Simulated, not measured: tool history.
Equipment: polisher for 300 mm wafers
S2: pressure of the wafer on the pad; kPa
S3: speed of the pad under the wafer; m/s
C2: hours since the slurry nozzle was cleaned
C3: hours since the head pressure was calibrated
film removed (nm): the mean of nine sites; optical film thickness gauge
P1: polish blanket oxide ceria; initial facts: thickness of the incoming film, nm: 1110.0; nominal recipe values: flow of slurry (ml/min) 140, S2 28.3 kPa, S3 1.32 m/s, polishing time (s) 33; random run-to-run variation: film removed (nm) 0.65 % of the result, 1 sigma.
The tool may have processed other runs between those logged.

run 1 hour=4.8 | flow_of_slurry_(ml/min)=140 S2=28.3 S3=1.32 polishing_time_(s)=33 | wafers_polished_on_this_pad=838 C2=346.6 C3=150 | film_removed_(nm)=222.26
run 2 hour=9.2 | flow_of_slurry_(ml/min)=140 S2=28.3 S3=1.32 polishing_time_(s)=33 | wafers_polished_on_this_pad=890 C2=351 C3=154.4 | film_removed_(nm)=220.54
run 3 hour=13.8 | flow_of_slurry_(ml/min)=140 S2=28.3 S3=1.32 polishing_time_(s)=33 | wafers_polished_on_this_pad=944 C2=355.6 C3=159 | film_removed_(nm)=218.89
run 4 hour=17 | flow_of_slurry_(ml/min)=140 S2=28.3 S3=0.6 polishing_time_(s)=33 | wafers_polished_on_this_pad=982 C2=358.8 C3=162.2 | film_removed_(nm)=100.7
run 5 hour=23.5 | flow_of_slurry_(ml/min)=140 S2=43.4 S3=1.32 polishing_time_(s)=50 | wafers_polished_on_this_pad=1058 C2=365.3 C3=168.7 | film_removed_(nm)=511.23
run 6 hour=29.3 | flow_of_slurry_(ml/min)=140 S2=28.3 S3=1.74 polishing_time_(s)=33 | wafers_polished_on_this_pad=1126 C2=371.1 C3=174.5 | film_removed_(nm)=290.44
run 7 hour=35.9 | flow_of_slurry_(ml/min)=140 S2=28.3 S3=1.32 polishing_time_(s)=49 | wafers_polished_on_this_pad=1204 C2=377.7 C3=181.1 | film_removed_(nm)=323.8
-- hour=37 worn pad replaced by a new one
run 8 hour=40.8 | flow_of_slurry_(ml/min)=140 S2=28.3 S3=1.32 polishing_time_(s)=33 | wafers_polished_on_this_pad=44 C2=382.6 C3=186 | film_removed_(nm)=219.17
run 9 hour=44.1 | flow_of_slurry_(ml/min)=140 S2=14.5 S3=1.32 polishing_time_(s)=33 | wafers_polished_on_this_pad=83 C2=385.9 C3=189.3 | film_removed_(nm)=112.91
run 10 hour=50.9 | flow_of_slurry_(ml/min)=85 S2=28.3 S3=1.32 polishing_time_(s)=33 | wafers_polished_on_this_pad=163 C2=392.7 C3=196.1 | film_removed_(nm)=194.98
run 11 hour=56.7 | flow_of_slurry_(ml/min)=140 S2=44.1 S3=1.32 polishing_time_(s)=33 | wafers_polished_on_this_pad=231 C2=398.5 C3=201.9 | film_removed_(nm)=341.52
run 12 hour=60 | flow_of_slurry_(ml/min)=180 S2=28.3 S3=1.32 polishing_time_(s)=33 | wafers_polished_on_this_pad=270 C2=401.8 C3=205.2 | film_removed_(nm)=230.29
run 13 hour=64.1 | flow_of_slurry_(ml/min)=140 S2=28.3 S3=1.32 polishing_time_(s)=33 | wafers_polished_on_this_pad=318 C2=405.9 C3=209.3 | film_removed_(nm)=219.55
run 14 hour=67.2 | flow_of_slurry_(ml/min)=140 S2=28.3 S3=0.6 polishing_time_(s)=25 | wafers_polished_on_this_pad=355 C2=409 C3=212.4 | film_removed_(nm)=75.589

Run 15 has not been measured yet. What should we expect?
run 15 hour=72.1 | flow_of_slurry_(ml/min)=140 S2=28.3 S3=1.32 polishing_time_(s)=18 | wafers_polished_on_this_pad=412 C2=413.9 C3=217.3 | film_removed_(nm)=?

Run 15 gave film removed (nm) 119.37.
